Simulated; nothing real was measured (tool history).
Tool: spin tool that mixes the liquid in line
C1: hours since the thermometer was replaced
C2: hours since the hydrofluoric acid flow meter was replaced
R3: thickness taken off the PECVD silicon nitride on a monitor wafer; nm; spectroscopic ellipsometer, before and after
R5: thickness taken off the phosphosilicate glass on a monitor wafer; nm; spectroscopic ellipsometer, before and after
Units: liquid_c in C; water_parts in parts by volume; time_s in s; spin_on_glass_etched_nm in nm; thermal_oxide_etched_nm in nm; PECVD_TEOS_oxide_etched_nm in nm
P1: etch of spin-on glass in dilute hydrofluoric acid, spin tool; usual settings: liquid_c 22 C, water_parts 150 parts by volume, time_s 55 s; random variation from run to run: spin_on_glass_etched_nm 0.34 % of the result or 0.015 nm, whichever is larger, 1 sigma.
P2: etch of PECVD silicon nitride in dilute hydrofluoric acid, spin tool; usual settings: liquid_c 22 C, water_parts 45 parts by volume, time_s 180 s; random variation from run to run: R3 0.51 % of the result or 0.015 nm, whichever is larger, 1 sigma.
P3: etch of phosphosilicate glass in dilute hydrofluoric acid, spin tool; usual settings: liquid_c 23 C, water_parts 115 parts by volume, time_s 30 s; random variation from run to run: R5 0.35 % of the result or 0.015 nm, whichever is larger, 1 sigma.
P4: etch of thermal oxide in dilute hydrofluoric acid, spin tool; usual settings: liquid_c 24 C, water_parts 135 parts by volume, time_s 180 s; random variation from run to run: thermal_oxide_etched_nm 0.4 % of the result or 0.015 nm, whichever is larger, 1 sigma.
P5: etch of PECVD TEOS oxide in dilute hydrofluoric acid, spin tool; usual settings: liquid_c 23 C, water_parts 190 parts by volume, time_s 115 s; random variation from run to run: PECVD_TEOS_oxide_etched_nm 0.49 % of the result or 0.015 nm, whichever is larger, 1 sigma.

Run 1, hour 10.2: process P1, liquid_c 22 C, water_parts 150 parts by volume, time_s 55 s; C1 1603; C2 715.6. Result: spin_on_glass_etched_nm 10.586 nm.
Run 2, hour 23.7: process P1, liquid_c 27 C, water_parts 150 parts by volume, time_s 15 s; C1 1616.5; C2 729.1. Result: spin_on_glass_etched_nm 3.4895 nm.
Run 3, hour 33.6: process P1, liquid_c 22 C, water_parts 150 parts by volume, time_s 90 s; C1 1626.4; C2 739. Result: spin_on_glass_etched_nm 17.395 nm.
Run 4, hour 45: process P4, liquid_c 28 C, water_parts 135 parts by volume, time_s 180 s; C1 1637.8; C2 750.4. Result: thermal_oxide_etched_nm 7.0231 nm.
Run 5, hour 52: process P2, liquid_c 22 C, water_parts 60 parts by volume, time_s 180 s; C1 1644.8; C2 757.4. Result: R3 9.6744 nm.
Run 6, hour 62.7: process P1, liquid_c 22 C, water_parts 150 parts by volume, time_s 15 s; C1 1655.5; C2 768.1. Result: spin_on_glass_etched_nm 2.8975 nm.
Run 7, hour 70.8: process P2, liquid_c 17 C, water_parts 45 parts by volume, time_s 180 s; C1 1663.6; C2 776.2. Result: R3 9.0602 nm.
Run 8, hour 77.2: process P1, liquid_c 22 C, water_parts 60 parts by volume, time_s 55 s; C1 1670; C2 782.6. Result: spin_on_glass_etched_nm 29.434 nm.
Run 9, hour 91.1: process P2, liquid_c 22 C, water_parts 45 parts by volume, time_s 300 s; C1 1683.9; C2 796.5. Result: R3 21.485 nm.
Run 10, hour 105: process P4, liquid_c 24 C, water_parts 70 parts by volume, time_s 180 s; C1 1697.8; C2 810.4. Result: thermal_oxide_etched_nm 12.591 nm.
Run 11, hour 115: process P5, liquid_c 18.5 C, water_parts 190 parts by volume, time_s 115 s; C1 1707.8; C2 820.4. Result: PECVD_TEOS_oxide_etched_nm 12.241 nm.
Run 12, hour 126.2: process P3, liquid_c 23 C, water_parts 115 parts by volume, time_s 30 s; C1 1719; C2 831.6. Result: R5 36.435 nm.
Run 13, hour 134.6: process P1, liquid_c 22 C, water_parts 150 parts by volume, time_s 55 s; C1 1727.4; C2 840. Result: spin_on_glass_etched_nm 10.593 nm.
Run 14, hour 144.8: process P1, liquid_c 22 C, water_parts 150 parts by volume, time_s 55 s; C1 1737.6; C2 850.2. Result: spin_on_glass_etched_nm 10.531 nm.
Run 15, hour 151.3: process P3, liquid_c 18.5 C, water_parts 115 parts by volume, time_s 30 s; C1 1744.1; C2 856.7. Result: R5 30.381 nm.
Run 16, hour 162.4: process P4, liquid_c 24 C, water_parts 135 parts by volume, time_s 35 s; C1 1755.2; C2 867.8. Result: thermal_oxide_etched_nm 1.2 nm.
Run 17, hour 173.1: process P2, liquid_c 22 C, water_parts 45 parts by volume, time_s 180 s; C1 1765.9; C2 878.5. Result: R3 12.951 nm.
Run 18, hour 179.9: process P1, liquid_c 22 C, water_parts 150 parts by volume, time_s 55 s; C1 1772.7; C2 885.3. Result: spin_on_glass_etched_nm 10.632 nm.
Run 19, hour 190: process P1, liquid_c 22 C, water_parts 220 parts by volume, time_s 55 s; C1 1782.8; C2 895.4. Result: spin_on_glass_etched_nm 6.7175 nm.
At hour 193.5: thermometer replaced.
Run 20, hour 203.8: process P3, liquid_c 23 C, water_parts 175 parts by volume, time_s 30 s; C1 10.3; C2 909.2. Result: R5 22.551 nm.
Run 21, hour 215.3: process P1, liquid_c 22 C, water_parts 150 parts by volume, time_s 55 s; C1 21.8; C2 920.7. Result: spin_on_glass_etched_nm 10.576 nm.
Run 22, hour 227.4: process P1, liquid_c 22 C, water_parts 150 parts by volume, time_s 55 s; C1 33.9; C2 932.8. Result: spin_on_glass_etched_nm 10.63 nm.
Run 23, hour 241.2: process P3, liquid_c 23 C, water_parts 115 parts by volume, time_s 15 s; C1 47.7; C2 946.6. Result: R5 18.202 nm.
Run 24, hour 251.6: process P5, liquid_c 23 C, water_parts 190 parts by volume, time_s 115 s; C1 58.1; C2 957. Result: PECVD_TEOS_oxide_etched_nm 14.673 nm.
Run 25, hour 264.4: process P5, liquid_c 23 C, water_parts 190 parts by volume, time_s 115 s; C1 70.9; C2 969.8. Result: PECVD_TEOS_oxide_etched_nm 14.609 nm.
Run 26, hour 276.2: process P5, liquid_c 23 C, water_parts 190 parts by volume, time_s 185 s; C1 82.7; C2 981.6. Result: PECVD_TEOS_oxide_etched_nm 23.5 nm.
Run 27, hour 283.4: process P1, liquid_c 17 C, water_parts 150 parts by volume, time_s 55 s; C1 89.9; C2 988.8. Result: spin_on_glass_etched_nm 8.7076 nm.
Run 28, hour 298: process P1, liquid_c 22 C, water_parts 150 parts by volume, time_s 55 s; C1 104.5; C2 1003.4. Result: spin_on_glass_etched_nm 10.557 nm.
Run 29, hour 305: process P4, liquid_c 24 C, water_parts 135 parts by volume, time_s 180 s; C1 111.5; C2 1010.4. Result: thermal_oxide_etched_nm 5.9984 nm.
Run 30, hour 316.3: process P1, liquid_c 26 C, water_parts 150 parts by volume, time_s 55 s; C1 122.8; C2 1021.7. Result: spin_on_glass_etched_nm 12.341 nm.
Run 31, hour 330.1: process P5, liquid_c 23 C, water_parts 290 parts by volume, time_s 115 s; C1 136.6; C2 1035.5. Result: PECVD_TEOS_oxide_etched_nm 8.6394 nm.
Run 32, hour 339.7: process P1, liquid_c 22 C, water_parts 150 parts by volume, time_s 55 s; C1 146.2; C2 1045.1. Result: spin_on_glass_etched_nm 10.618 nm.
Run 33, hour 347.7: process P1, liquid_c 22 C, water_parts 150 parts by volume, time_s 55 s; C1 154.2; C2 1053.1. Result: spin_on_glass_etched_nm 10.974 nm.
Run 34, hour 359.8: process P1, liquid_c 22 C, water_parts 150 parts by volume, time_s 55 s; C1 166.3; C2 1065.2. Result: spin_on_glass_etched_nm 11.328 nm.
Run 35, hour 374.3: process P1, liquid_c 22 C, water_parts 150 parts by volume, time_s 55 s; C1 180.8; C2 1079.7. Result: spin_on_glass_etched_nm 11.405 nm.
Run 36, hour 383.3: process P1, liquid_c 22 C, water_parts 150 parts by volume, time_s 55 s; C1 189.8; C2 1088.7. Result: spin_on_glass_etched_nm 11.546 nm.
Run 37, hour 391.7: process P1, liquid_c 22 C, water_parts 150 parts by volume, time_s 55 s; C1 198.2; C2 1097.1. Result: spin_on_glass_etched_nm 11.611 nm.
Run 38, hour 401.9: process P1, liquid_c 22 C, water_parts 150 parts by volume, time_s 55 s; C1 208.4; C2 1107.3. Result: spin_on_glass_etched_nm 11.521 nm.

What P1 gives has crept away from where it was. These 2 causes fit the log equally well, each at the size given:
A: hydrofluoric acid flow above the setpoint (%) = 8.06
B: liquid hotter than its thermometer reads (K) = 2.33
The creep began at about hour 339.7.

4 check runs are offered, one wafer each, their results left as question marks. Which one tells the causes apart?
Run check 1, hour 412.1: process P3, liquid_c 23 C, water_parts 115 parts by volume, time_s 30 s. Result: R5 ?.
Run check 2, hour 412.1: process P4, liquid_c 24 C, water_parts 135 parts by volume, time_s 180 s. Result: thermal_oxide_etched_nm ?.
Run check 3, hour 412.1: process P5, liquid_c 23 C, water_parts 190 parts by volume, time_s 115 s. Result: PECVD_TEOS_oxide_etched_nm ?.
Run check 4, hour 412.1: process P2, liquid_c 22 C, water_parts 45 parts by volume, time_s 180 s. Result: R3 ?.

What each check would give under each cause:
  check                      result    if A    if B
check 1                          R5  39.778  39.917
check 2     thermal_oxide_etched_nm  6.5917  6.5893
check 3  PECVD_TEOS_oxide_etched_nm  16.053  15.954
check 4                          R3   13.92  15.124
How far apart the two closest causes lie, in the result that separates them most: check 1 0.35 %; check 2 0.04 %; check 3 0.62 %; check 4 8.3 %
Only check 4 tells the causes apart: in the others they would give nearly the same result.

Check 4 was then run and gave: R3 15.125 nm. Which cause is it?

It is B: liquid hotter than its thermometer reads (K).

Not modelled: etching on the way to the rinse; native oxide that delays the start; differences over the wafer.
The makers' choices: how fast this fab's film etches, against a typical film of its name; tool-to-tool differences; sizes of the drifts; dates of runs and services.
